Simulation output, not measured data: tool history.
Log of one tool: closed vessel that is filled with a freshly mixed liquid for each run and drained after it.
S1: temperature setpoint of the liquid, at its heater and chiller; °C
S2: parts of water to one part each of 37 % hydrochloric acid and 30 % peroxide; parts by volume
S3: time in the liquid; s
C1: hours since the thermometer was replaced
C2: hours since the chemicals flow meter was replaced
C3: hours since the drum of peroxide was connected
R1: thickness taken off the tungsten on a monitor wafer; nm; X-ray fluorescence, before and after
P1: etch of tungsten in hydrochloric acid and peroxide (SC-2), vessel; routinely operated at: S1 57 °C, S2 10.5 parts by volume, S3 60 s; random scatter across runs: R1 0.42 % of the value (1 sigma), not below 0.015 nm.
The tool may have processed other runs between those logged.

| run | hour | S1 | S2 | S3 | C1 | C2 | C3 | R1 |
|---|---|---|---|---|---|---|---|---|
| 1 | 9.5 | 57 | 10.5 | 60 | 157.8 | 992.9 | 575.1 | 22.3940 |
| 2 | 16.1 | 72 | 10.5 | 60 | 164.4 | 999.5 | 581.7 | 55.7430 |
| 3 | 23.2 | 57 | 10.5 | 30 | 171.5 | 1006.6 | 588.8 | 11.2130 |
| 4 | 30.7 | 57 | 10.5 | 60 | 179.0 | 1014.1 | 596.3 | 22.3770 |
| 5 | 39.4 | 57 | 4.5 | 30 | 187.7 | 1022.8 | 605.0 | 21.6140 |
| 6 | 43.7 | 57 | 10.5 | 60 | 192.0 | 1027.1 | 609.3 | 22.4110 |
| 7 | 50.1 | 57 | 10.5 | 115 | 198.4 | 1033.5 | 615.7 | 43.0120 |
| 8 | 56.6 | 57 | 10.5 | 60 | 204.9 | 1040.0 | 622.2 | 22.3630 |
| 9 | 62.6 | 57 | 16.0 | 60 | 210.9 | 1046.0 | 628.2 | 15.6320 |
| 10 | 71.6 | 57 | 4.0 | 60 | 219.9 | 1055.0 | 637.2 | 46.7110 |
| 11 | 78.3 | 57 | 10.5 | 60 | 226.6 | 1061.7 | 643.9 | 22.3160 |
| 12 | 86.0 | 40 | 10.5 | 60 | 234.3 | 1069.4 | 651.6 | 7.1101 |
| 13 | 92.8 | 57 | 10.5 | 60 | 241.1 | 1076.2 | 658.4 | 22.2470 |
| 14 | 101.1 | 57 | 10.5 | 60 | 249.4 | 1084.5 | 666.7 | 23.1690 |
| 15 | 106.1 | 57 | 10.5 | 60 | 254.4 | 1089.5 | 671.7 | 23.6270 |
| 16 | 110.3 | 57 | 10.5 | 60 | 258.6 | 1093.7 | 675.9 | 23.8920 |
| 17 | 119.2 | 57 | 10.5 | 60 | 267.5 | 1102.6 | 684.8 | 24.0910 |
| 18 | 126.7 | 57 | 10.5 | 60 | 275.0 | 1110.1 | 692.3 | 23.9770 |
| 19 | 133.7 | 57 | 10.5 | 60 | 282.0 | 1117.1 | 699.3 | 24.4130 |
| 20 | 138.3 | 57 | 10.5 | 60 | 286.6 | 1121.7 | 703.9 | 24.3730 |
| 21 | 142.7 | 57 | 10.5 | 60 | 291.0 | 1126.1 | 708.3 | 24.4330 |
| 22 | 152.2 | 57 | 10.5 | 60 | 300.5 | 1135.6 | 717.8 | 24.4160 |

P1 no longer gives what it gave before; its output has crept away from where it was. The following 2 causes, each at its listed size, fit the log equally well:
A: chemicals flow above the setpoint (%) = 10.7
B: liquid hotter than its thermometer reads (K) = 1.34
The drift started at roughly hour 92.8.
All other causes, with the reason each is excluded:
peroxide weaker than its label (%): 8 at the very most, moving R1 by -7.4 %, which is either too weak or the wrong sign

Each of the check runs listed below is run on 2 wafers and reports their average, with the results left as question marks. Pick the one under which the possible causes would lead to clearly different results.
| check 1 | 161.7 | 71.5 | 10.5 | 110 |  |  |  | ? |
| check 2 | 161.7 | 69.0 | 10.5 | 115 |  |  |  | ? |
| check 3 | 161.7 | 57.0 | 16.0 | 100 |  |  |  | ? |
| check 4 | 161.7 | 42.5 | 4.0 | 60 |  |  |  | ? |

Outcome of each check run for each possible cause:
| check | result | if A | if B |
|---|---|---|---|
| check 1 | R1 | 108.4000 | 107.7000 |
| check 2 | R1 | 97.7740 | 97.2580 |
| check 3 | R1 | 28.3260 | 28.1950 |
| check 4 | R1 | 18.9080 | 19.4170 |
Per-check spread between the two closest causes, in the result where they differ most: check 1 0.64 %; check 2 0.53 %; check 3 0.46 %; check 4 2.66 %
Check 4 distinguishes between the causes, while the remaining checks would return nearly the same result for all of them.

The results of check 4 are: R1 19.4290 nm. Based on these, which of the listed causes is it?

The correct cause is B, namely: liquid hotter than its thermometer reads (K).
